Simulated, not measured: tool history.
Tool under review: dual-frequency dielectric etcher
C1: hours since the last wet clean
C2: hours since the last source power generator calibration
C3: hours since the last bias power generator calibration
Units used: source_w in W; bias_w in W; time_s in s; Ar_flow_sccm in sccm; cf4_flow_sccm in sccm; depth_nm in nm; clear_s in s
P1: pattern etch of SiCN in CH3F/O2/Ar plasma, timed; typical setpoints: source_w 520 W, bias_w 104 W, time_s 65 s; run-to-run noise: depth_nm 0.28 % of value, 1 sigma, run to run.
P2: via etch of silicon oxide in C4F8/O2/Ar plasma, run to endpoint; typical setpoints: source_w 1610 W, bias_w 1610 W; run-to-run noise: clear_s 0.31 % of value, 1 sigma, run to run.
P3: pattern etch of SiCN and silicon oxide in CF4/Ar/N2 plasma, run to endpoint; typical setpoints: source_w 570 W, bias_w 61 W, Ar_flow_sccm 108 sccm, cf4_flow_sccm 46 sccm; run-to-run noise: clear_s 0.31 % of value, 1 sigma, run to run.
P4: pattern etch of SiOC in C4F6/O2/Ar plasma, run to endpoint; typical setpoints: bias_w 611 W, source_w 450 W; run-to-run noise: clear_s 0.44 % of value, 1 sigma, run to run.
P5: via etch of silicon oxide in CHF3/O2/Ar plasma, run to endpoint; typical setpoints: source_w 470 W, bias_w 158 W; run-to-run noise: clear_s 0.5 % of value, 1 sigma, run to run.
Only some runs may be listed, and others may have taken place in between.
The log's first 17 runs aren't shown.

{"run": 18, "hour": 182.4, "process": "P3", "source_w": 570, "bias_w": 61, "Ar_flow_sccm": 81, "cf4_flow_sccm": 46, "C1": 237.2, "C2": 1380.9, "C3": 2023.1, "clear_s": 9.7725}
{"run": 19, "hour": 195.4, "process": "P3", "source_w": 570, "bias_w": 61, "Ar_flow_sccm": 108, "cf4_flow_sccm": 61, "C1": 250.2, "C2": 1393.9, "C3": 2036.1, "clear_s": 9.7932}
{"run": 20, "hour": 209.8, "process": "P2", "source_w": 1610, "bias_w": 2145, "C1": 264.6, "C2": 1408.3, "C3": 2050.5, "clear_s": 248.83}
{"run": 21, "hour": 218.7, "process": "P4", "source_w": 450, "bias_w": 611, "C1": 273.5, "C2": 1417.2, "C3": 2059.4, "clear_s": 14.622}
{"run": 22, "hour": 226.9, "process": "P1", "source_w": 520, "bias_w": 104, "time_s": 36, "C1": 281.7, "C2": 1425.4, "C3": 2067.6, "depth_nm": 17.223}
{"run": 23, "hour": 238.8, "process": "P1", "source_w": 650, "bias_w": 73, "time_s": 65, "C1": 293.6, "C2": 1437.3, "C3": 2079.5, "depth_nm": 29.972}
{"hour": 241.4, "done": "bias power generator calibrated"}
{"run": 24, "hour": 252.7, "process": "P4", "source_w": 450, "bias_w": 736, "C1": 307.5, "C2": 1451.2, "C3": 11.4, "clear_s": 13.457}
{"run": 25, "hour": 265.6, "process": "P1", "source_w": 300, "bias_w": 104, "time_s": 65, "C1": 320.4, "C2": 1464.1, "C3": 24.3, "depth_nm": 25.441}
{"run": 26, "hour": 278.8, "process": "P1", "source_w": 520, "bias_w": 104, "time_s": 65, "C1": 333.6, "C2": 1477.3, "C3": 37.5, "depth_nm": 31.149}
{"run": 27, "hour": 287.7, "process": "P5", "source_w": 340, "bias_w": 158, "C1": 342.5, "C2": 1486.2, "C3": 46.4, "clear_s": 433.56}
{"run": 28, "hour": 295.8, "process": "P3", "source_w": 710, "bias_w": 61, "Ar_flow_sccm": 108, "cf4_flow_sccm": 46, "C1": 350.6, "C2": 1494.3, "C3": 54.5, "clear_s": 8.4672}
{"run": 29, "hour": 307.9, "process": "P1", "source_w": 520, "bias_w": 104, "time_s": 65, "C1": 362.7, "C2": 1506.4, "C3": 66.6, "depth_nm": 31.206}
{"run": 30, "hour": 321.0, "process": "P1", "source_w": 520, "bias_w": 104, "time_s": 65, "C1": 375.8, "C2": 1519.5, "C3": 79.7, "depth_nm": 31.057}
{"run": 31, "hour": 328.6, "process": "P1", "source_w": 520, "bias_w": 104, "time_s": 65, "C1": 383.4, "C2": 1527.1, "C3": 87.3, "depth_nm": 31.032}
{"run": 32, "hour": 335.9, "process": "P1", "source_w": 520, "bias_w": 104, "time_s": 65, "C1": 390.7, "C2": 1534.4, "C3": 94.6, "depth_nm": 30.967}
{"run": 33, "hour": 344.2, "process": "P1", "source_w": 520, "bias_w": 104, "time_s": 65, "C1": 399.0, "C2": 1542.7, "C3": 102.9, "depth_nm": 30.901}
{"hour": 349.0, "done": "wet clean of the chamber"}
{"run": 34, "hour": 353.4, "process": "P1", "source_w": 520, "bias_w": 104, "time_s": 65, "C1": 4.5, "C2": 1551.9, "C3": 112.1, "depth_nm": 30.943}
{"run": 35, "hour": 364.1, "process": "P1", "source_w": 520, "bias_w": 104, "time_s": 65, "C1": 15.2, "C2": 1562.6, "C3": 122.8, "depth_nm": 30.89}
{"run": 36, "hour": 373.6, "process": "P1", "source_w": 520, "bias_w": 104, "time_s": 65, "C1": 24.7, "C2": 1572.1, "C3": 132.3, "depth_nm": 30.87}
{"run": 37, "hour": 385.6, "process": "P1", "source_w": 520, "bias_w": 104, "time_s": 65, "C1": 36.7, "C2": 1584.1, "C3": 144.3, "depth_nm": 30.73}
{"run": 38, "hour": 396.3, "process": "P1", "source_w": 520, "bias_w": 104, "time_s": 65, "C1": 47.4, "C2": 1594.8, "C3": 155.0, "depth_nm": 30.746}
{"run": 39, "hour": 406.0, "process": "P1", "source_w": 520, "bias_w": 104, "time_s": 65, "C1": 57.1, "C2": 1604.5, "C3": 164.7, "depth_nm": 30.829}

For run 40, what comes out?
{"run": 40, "hour": 414.4, "process": "P1", "source_w": 520, "bias_w": 104, "time_s": 65, "C1": 65.5, "C2": 1612.9, "C3": 173.1, "depth_nm": "?"}

Logged for run 40: depth_nm 30.722 nm.
